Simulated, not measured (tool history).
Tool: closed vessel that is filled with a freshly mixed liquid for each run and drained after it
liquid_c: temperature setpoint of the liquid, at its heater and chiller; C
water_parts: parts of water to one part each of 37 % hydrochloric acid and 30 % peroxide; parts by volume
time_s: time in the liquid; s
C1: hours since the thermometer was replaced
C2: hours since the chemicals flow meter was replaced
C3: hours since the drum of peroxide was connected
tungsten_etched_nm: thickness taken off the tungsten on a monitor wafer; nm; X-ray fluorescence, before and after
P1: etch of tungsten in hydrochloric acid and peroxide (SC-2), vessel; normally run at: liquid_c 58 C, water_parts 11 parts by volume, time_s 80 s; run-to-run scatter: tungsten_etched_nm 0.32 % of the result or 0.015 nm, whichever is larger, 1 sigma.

Run 1, hour 8.2: liquid_c 58 C, water_parts 11 parts by volume, time_s 80 s; C1 713.4; C2 1396.7; C3 369.8. Result: tungsten_etched_nm 13.853 nm.
Run 2, hour 16.7: liquid_c 58 C, water_parts 15.5 parts by volume, time_s 80 s; C1 721.9; C2 1405.2; C3 378.3. Result: tungsten_etched_nm 10.354 nm.
At hour 24.1: thermometer replaced.
Run 3, hour 26: liquid_c 65.5 C, water_parts 11 parts by volume, time_s 80 s; C1 2; C2 1414.5; C3 387.6. Result: tungsten_etched_nm 22.216 nm.
Run 4, hour 33.5: liquid_c 68.5 C, water_parts 11 parts by volume, time_s 30 s; C1 9.5; C2 1422; C3 395.1. Result: tungsten_etched_nm 9.9189 nm.
Run 5, hour 47.4: liquid_c 58 C, water_parts 11 parts by volume, time_s 80 s; C1 23.4; C2 1435.9; C3 409. Result: tungsten_etched_nm 13.925 nm.
Run 6, hour 59.2: liquid_c 58 C, water_parts 4 parts by volume, time_s 80 s; C1 35.2; C2 1447.7; C3 420.8. Result: tungsten_etched_nm 30.116 nm.
Run 7, hour 71.1: liquid_c 58 C, water_parts 11 parts by volume, time_s 80 s; C1 47.1; C2 1459.6; C3 432.7. Result: tungsten_etched_nm 13.911 nm.
Run 8, hour 85.5: liquid_c 58 C, water_parts 11 parts by volume, time_s 140 s; C1 61.5; C2 1474; C3 447.1. Result: tungsten_etched_nm 24.365 nm.
Run 9, hour 95.6: liquid_c 58 C, water_parts 11 parts by volume, time_s 30 s; C1 71.6; C2 1484.1; C3 457.2. Result: tungsten_etched_nm 5.1955 nm.
At hour 100.4: chemicals flow meter replaced.
Run 10, hour 105.6: liquid_c 58 C, water_parts 11 parts by volume, time_s 80 s; C1 81.6; C2 5.2; C3 467.2. Result: tungsten_etched_nm 13.881 nm.
Run 11, hour 115.2: liquid_c 42 C, water_parts 11 parts by volume, time_s 80 s; C1 91.2; C2 14.8; C3 476.8. Result: tungsten_etched_nm 4.7876 nm.
Run 12, hour 126.4: liquid_c 58 C, water_parts 11 parts by volume, time_s 80 s; C1 102.4; C2 26; C3 488. Result: tungsten_etched_nm 13.935 nm.
Run 13, hour 137.3: liquid_c 58 C, water_parts 11 parts by volume, time_s 80 s; C1 113.3; C2 36.9; C3 498.9. Result: tungsten_etched_nm 13.878 nm.
Run 14, hour 150.6: liquid_c 58 C, water_parts 11 parts by volume, time_s 80 s; C1 126.6; C2 50.2; C3 512.2. Result: tungsten_etched_nm 13.86 nm.
Run 15, hour 158.5: liquid_c 58 C, water_parts 11 parts by volume, time_s 80 s; C1 134.5; C2 58.1; C3 520.1. Result: tungsten_etched_nm 13.523 nm.
Run 16, hour 169.7: liquid_c 58 C, water_parts 11 parts by volume, time_s 80 s; C1 145.7; C2 69.3; C3 531.3. Result: tungsten_etched_nm 13.221 nm.
Run 17, hour 177.3: liquid_c 58 C, water_parts 11 parts by volume, time_s 80 s; C1 153.3; C2 76.9; C3 538.9. Result: tungsten_etched_nm 12.927 nm.
At hour 188: new drum of peroxide connected.
Run 18, hour 193.8: liquid_c 58 C, water_parts 11 parts by volume, time_s 80 s; C1 169.8; C2 93.4; C3 5.8. Result: tungsten_etched_nm 12.838 nm.
Run 19, hour 208.1: liquid_c 58 C, water_parts 11 parts by volume, time_s 80 s; C1 184.1; C2 107.7; C3 20.1. Result: tungsten_etched_nm 12.796 nm.
Run 20, hour 223.7: liquid_c 58 C, water_parts 11 parts by volume, time_s 80 s; C1 199.7; C2 123.3; C3 35.7. Result: tungsten_etched_nm 12.699 nm.
Run 21, hour 232.1: liquid_c 58 C, water_parts 11 parts by volume, time_s 80 s; C1 208.1; C2 131.7; C3 44.1. Result: tungsten_etched_nm 12.662 nm.
Run 22, hour 240.1: liquid_c 58 C, water_parts 11 parts by volume, time_s 80 s; C1 216.1; C2 139.7; C3 52.1. Result: tungsten_etched_nm 12.671 nm.

What P1 gives has crept away from where it was. These 2 causes fit the log equally well, each at the size given:
A: chemicals flow below the setpoint (%) = 10.3
B: liquid colder than its thermometer reads (K) = 1.46
The creep began at about hour 150.6.
Why every other cause is out:
peroxide weaker than its label (%): serviced at hour 188, which brought nothing back

4 check runs are offered, one wafer each, their results left as question marks. Which one tells the causes apart?
Run check 1, hour 248.1: liquid_c 45.5 C, water_parts 11 parts by volume, time_s 80 s. Result: tungsten_etched_nm ?.
Run check 2, hour 248.1: liquid_c 42.5 C, water_parts 4 parts by volume, time_s 80 s. Result: tungsten_etched_nm ?.
Run check 3, hour 248.1: liquid_c 58 C, water_parts 7 parts by volume, time_s 30 s. Result: tungsten_etched_nm ?.
Run check 4, hour 248.1: liquid_c 50.5 C, water_parts 14 parts by volume, time_s 80 s. Result: tungsten_etched_nm ?.

What each check would give under each cause:
  check              result    if A    if B
check 1  tungsten_etched_nm  5.5562  5.5127
check 2  tungsten_etched_nm  9.9685  9.6856
check 3  tungsten_etched_nm  6.9155  6.8635
check 4  tungsten_etched_nm  6.3078   6.297
How far apart the two closest causes lie, in the result that separates them most: check 1 0.79 %; check 2 2.88 %; check 3 0.75 %; check 4 0.17 %
Check 2 tells the causes apart: in the others they would give nearly the same result.

Then check 2 was run and gave: tungsten_etched_nm 9.7355 nm. Which cause is it?

It is B: liquid colder than its thermometer reads (K).
